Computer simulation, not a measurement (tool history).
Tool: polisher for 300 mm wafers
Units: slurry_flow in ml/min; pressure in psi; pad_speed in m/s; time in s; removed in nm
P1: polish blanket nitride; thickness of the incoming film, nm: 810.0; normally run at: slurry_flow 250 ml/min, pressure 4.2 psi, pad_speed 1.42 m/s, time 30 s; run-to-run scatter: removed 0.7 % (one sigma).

| run | hour | slurry_flow | pressure | pad_speed | time | wafers polished on this pad | hours since the slurry nozzle was cleaned | hours since the head pressure was calibrated | removed |
|---|---|---|---|---|---|---|---|---|---|
| 1 | 8.8 | 250 | 4.2 | 1.42 | 30 | 245 | 406.6 | 503.4 | 91.026 |
| 2 | 15.5 | 250 | 2.1 | 1.42 | 30 | 330 | 413.3 | 510.1 | 46.049 |
| 3 | 24.2 | 250 | 6.3 | 1.42 | 30 | 441 | 422.0 | 518.8 | 137.570 |
| 4 | 30.9 | 250 | 4.2 | 1.42 | 30 | 526 | 428.7 | 525.5 | 91.878 |
| 5 | 40.5 | 250 | 4.2 | 1.42 | 30 | 647 | 438.3 | 535.1 | 92.376 |
| 6 | 48.4 | 250 | 4.2 | 1.42 | 30 | 748 | 446.2 | 543.0 | 91.915 |
| 7 | 56.4 | 150 | 4.2 | 1.42 | 30 | 849 | 454.2 | 551.0 | 84.861 |
|  | 62.0 | worn pad replaced by a new one |
|  | 63.8 | slurry nozzle cleaned |
| 8 | 64.0 | 250 | 4.2 | 1.42 | 30 | 25 | 0.2 | 558.6 | 91.861 |
| 9 | 73.4 | 250 | 4.2 | 2.22 | 30 | 145 | 9.6 | 568.0 | 131.220 |
| 10 | 81.7 | 250 | 4.2 | 1.42 | 20 | 250 | 17.9 | 576.3 | 62.002 |
| 11 | 91.7 | 250 | 4.2 | 1.42 | 40 | 377 | 27.9 | 586.3 | 123.640 |
| 12 | 99.3 | 250 | 4.2 | 1.00 | 42 | 473 | 35.5 | 593.9 | 96.401 |
| 13 | 108.2 | 250 | 4.2 | 0.70 | 30 | 586 | 44.4 | 602.8 | 51.762 |
| 14 | 114.1 | 250 | 4.2 | 1.42 | 30 | 661 | 50.3 | 608.7 | 89.986 |
| 15 | 122.2 | 385 | 4.2 | 1.42 | 30 | 764 | 58.4 | 616.8 | 95.782 |
| 16 | 131.3 | 250 | 4.2 | 1.42 | 30 | 879 | 67.5 | 625.9 | 91.364 |
| 17 | 137.6 | 250 | 4.2 | 1.42 | 30 | 959 | 73.8 | 632.2 | 90.989 |
| 18 | 146.7 | 250 | 4.2 | 1.42 | 30 | 1075 | 82.9 | 641.3 | 89.764 |
| 19 | 156.6 | 250 | 4.2 | 1.42 | 30 | 1200 | 92.8 | 651.2 | 89.334 |
|  | 163.0 | worn pad replaced by a new one |
| 20 | 163.0 | 250 | 4.2 | 1.42 | 30 | 0 | 99.2 | 657.6 | 88.943 |
| 21 | 171.3 | 250 | 4.2 | 1.42 | 30 | 105 | 107.5 | 665.9 | 88.411 |
| 22 | 177.0 | 250 | 4.2 | 1.42 | 30 | 178 | 113.2 | 671.6 | 87.704 |
| 23 | 183.9 | 250 | 4.2 | 1.42 | 30 | 265 | 120.1 | 678.5 | 88.257 |
| 24 | 189.6 | 250 | 4.2 | 1.42 | 30 | 338 | 125.8 | 684.2 | 89.034 |

Forecast run 25:
| 25 | 194.3 | 250 | 4.2 | 1.42 | 30 | 397 | 130.5 | 688.9 | ? |

removed: 88.176 nm
